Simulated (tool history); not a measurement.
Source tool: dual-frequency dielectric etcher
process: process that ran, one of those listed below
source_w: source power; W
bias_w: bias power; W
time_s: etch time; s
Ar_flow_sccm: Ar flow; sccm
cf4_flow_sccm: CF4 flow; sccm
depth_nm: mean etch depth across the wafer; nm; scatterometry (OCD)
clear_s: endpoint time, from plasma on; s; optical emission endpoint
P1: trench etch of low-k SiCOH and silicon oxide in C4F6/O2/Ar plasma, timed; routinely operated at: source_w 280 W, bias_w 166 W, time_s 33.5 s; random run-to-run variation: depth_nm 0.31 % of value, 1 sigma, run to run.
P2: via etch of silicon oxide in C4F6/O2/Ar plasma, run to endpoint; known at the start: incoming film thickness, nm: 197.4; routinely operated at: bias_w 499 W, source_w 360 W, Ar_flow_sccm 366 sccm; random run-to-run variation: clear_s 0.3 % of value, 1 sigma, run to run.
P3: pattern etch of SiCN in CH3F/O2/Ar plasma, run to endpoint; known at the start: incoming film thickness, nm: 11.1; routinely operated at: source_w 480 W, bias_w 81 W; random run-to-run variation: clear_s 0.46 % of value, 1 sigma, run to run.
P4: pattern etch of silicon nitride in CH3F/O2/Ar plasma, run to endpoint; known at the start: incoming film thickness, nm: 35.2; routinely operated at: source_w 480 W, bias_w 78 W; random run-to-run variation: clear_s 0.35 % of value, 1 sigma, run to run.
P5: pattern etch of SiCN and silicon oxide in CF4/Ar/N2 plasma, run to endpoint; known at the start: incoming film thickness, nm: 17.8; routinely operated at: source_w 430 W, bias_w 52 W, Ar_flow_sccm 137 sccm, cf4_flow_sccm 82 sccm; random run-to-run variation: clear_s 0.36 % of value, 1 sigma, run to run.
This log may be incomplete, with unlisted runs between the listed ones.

run,hour,process,source_w,bias_w,time_s,Ar_flow_sccm,cf4_flow_sccm,hours since the last wet clean,hours since the last source power generator calibration,hours since the last bias power generator calibration,depth_nm,clear_s
1,5,P1,280,166,33.5,,,172.3,823.3,1573.3,91.674,
2,10,P2,210,499,,366,,177.3,828.3,1578.3,,56.055
3,16.5,P5,430,52,,137,82,183.8,834.8,1584.8,,23.811
4,21,P1,280,166,42,,,188.3,839.3,1589.3,115.2,
# hour 23.7: bias power generator calibrated
5,25.6,P1,230,131,33.5,,,192.9,843.9,2,79.176,
6,30.7,P1,280,166,33.5,,,198,849,7.1,91.322,
7,37.2,P1,280,107,33.5,,,204.5,855.5,13.6,80.511,
8,42.1,P1,280,166,33.5,,,209.4,860.4,18.5,92.253,
9,45.7,P1,210,166,33.5,,,213,864,22.1,82.54,
10,51,P2,360,499,,366,,218.3,869.3,27.4,,46.253
11,57,P5,430,52,,87,82,224.3,875.3,33.4,,22.181
12,64,P5,290,52,,137,82,231.3,882.3,40.4,,33.924
13,69.6,P1,280,196,33.5,,,236.9,887.9,46,97.016,
14,76.1,P1,280,166,33.5,,,243.4,894.4,52.5,91.689,
15,80.8,P4,480,78,,,,248.1,899.1,57.2,,47.445
16,87.1,P1,280,166,18.5,,,254.4,905.4,63.5,50.486,
17,90.6,P3,620,81,,,,257.9,908.9,67,,23.545
# hour 96.7: source power generator calibrated
18,96.8,P2,360,499,,459,,264.1,0.2,73.2,,47.475
19,102.2,P4,320,78,,,,269.5,5.6,78.6,,55.362
20,107.3,P5,430,52,,137,114,274.6,10.7,83.7,,22.512
21,113.3,P5,430,67,,137,82,280.6,16.7,89.7,,22.02
22,117.5,P4,480,45,,,,284.8,20.9,93.9,,56.432
23,122.4,P3,480,110,,,,289.7,25.8,98.8,,22.916
24,126.3,P5,430,52,,137,82,293.6,29.7,102.7,,23.75
25,130.2,P1,280,126,43,,,297.5,33.6,106.6,108.22,
26,135.9,P1,280,166,33.5,,,303.2,39.3,112.3,91.742,
27,142.7,P1,380,166,33.5,,,310,46.1,119.1,103.07,
28,148.2,P3,480,81,,,,315.5,51.6,124.6,,25.571
29,152.8,P2,360,352,,366,,320.1,56.2,129.2,,52.336
30,158.8,P1,280,166,33.5,,,326.1,62.2,135.2,91.747,
31,163.6,P1,280,166,33.5,,,330.9,67,140,92.307,
32,167.7,P1,280,166,33.5,,,335,71.1,144.1,92.47,
33,172.5,P1,280,166,33.5,,,339.8,75.9,148.9,92.649,
34,177.4,P1,280,166,33.5,,,344.7,80.8,153.8,92.733,
35,182.4,P1,280,166,33.5,,,349.7,85.8,158.8,93.175,
36,187.3,P1,280,166,33.5,,,354.6,90.7,163.7,93.059,
# hour 190.1: wet clean of the chamber
37,193.3,P1,280,166,33.5,,,3.3,96.7,169.7,92.691,
38,200.8,P1,280,166,33.5,,,10.8,104.2,177.2,93.391,
39,206.8,P1,280,166,33.5,,,16.8,110.2,183.2,93.253,
40,213.1,P1,280,166,33.5,,,23.1,116.5,189.5,93.566,
41,217,P1,280,166,33.5,,,27,120.4,193.4,93.394,

What P1 gives has crept away from where it was. These 2 causes fit the log equally well, each at the size given:
A: bias power that arrives over what is set, % = 4.92
B: source power that arrives over what is set, % = 4.04
The drift started at roughly hour 158.8.
Excluded causes, each with its reason:
chamber walls in a state that raises the etch rate, %: was serviced at hour 190.1, once the creep was under way, yet the earlier output never came back

Of the 4 check runs below, each run on 2 wafers with the results averaged and each result still a question mark, which one would tell the listed causes apart?
check 1,220.9,P2,240,358,,366,,,,,,?
check 2,220.9,P3,480,109,,,,,,,,?
check 3,220.9,P5,430,52,,102,82,,,,,?
check 4,220.9,P4,350,48,,,,,,,,?

Predicted outcomes, by check and by cause:
check,result,if A,if B
check 1,clear_s,59.698,59.871
check 2,clear_s,22.624,22.706
check 3,clear_s,22.426,21.97
check 4,clear_s,61.854,61.838
Separation of the two closest causes in each check, using whichever result separates them best: check 1 0.29 %; check 2 0.37 %; check 3 2.05 %; check 4 0.03 %
Check 3 is the one run that separates the causes; every other check would come out nearly the same whichever cause is at work.

After running check 3, the following was obtained: clear_s 21.861 s. Which cause does this point to?

It is B: source power that arrives over what is set, %.

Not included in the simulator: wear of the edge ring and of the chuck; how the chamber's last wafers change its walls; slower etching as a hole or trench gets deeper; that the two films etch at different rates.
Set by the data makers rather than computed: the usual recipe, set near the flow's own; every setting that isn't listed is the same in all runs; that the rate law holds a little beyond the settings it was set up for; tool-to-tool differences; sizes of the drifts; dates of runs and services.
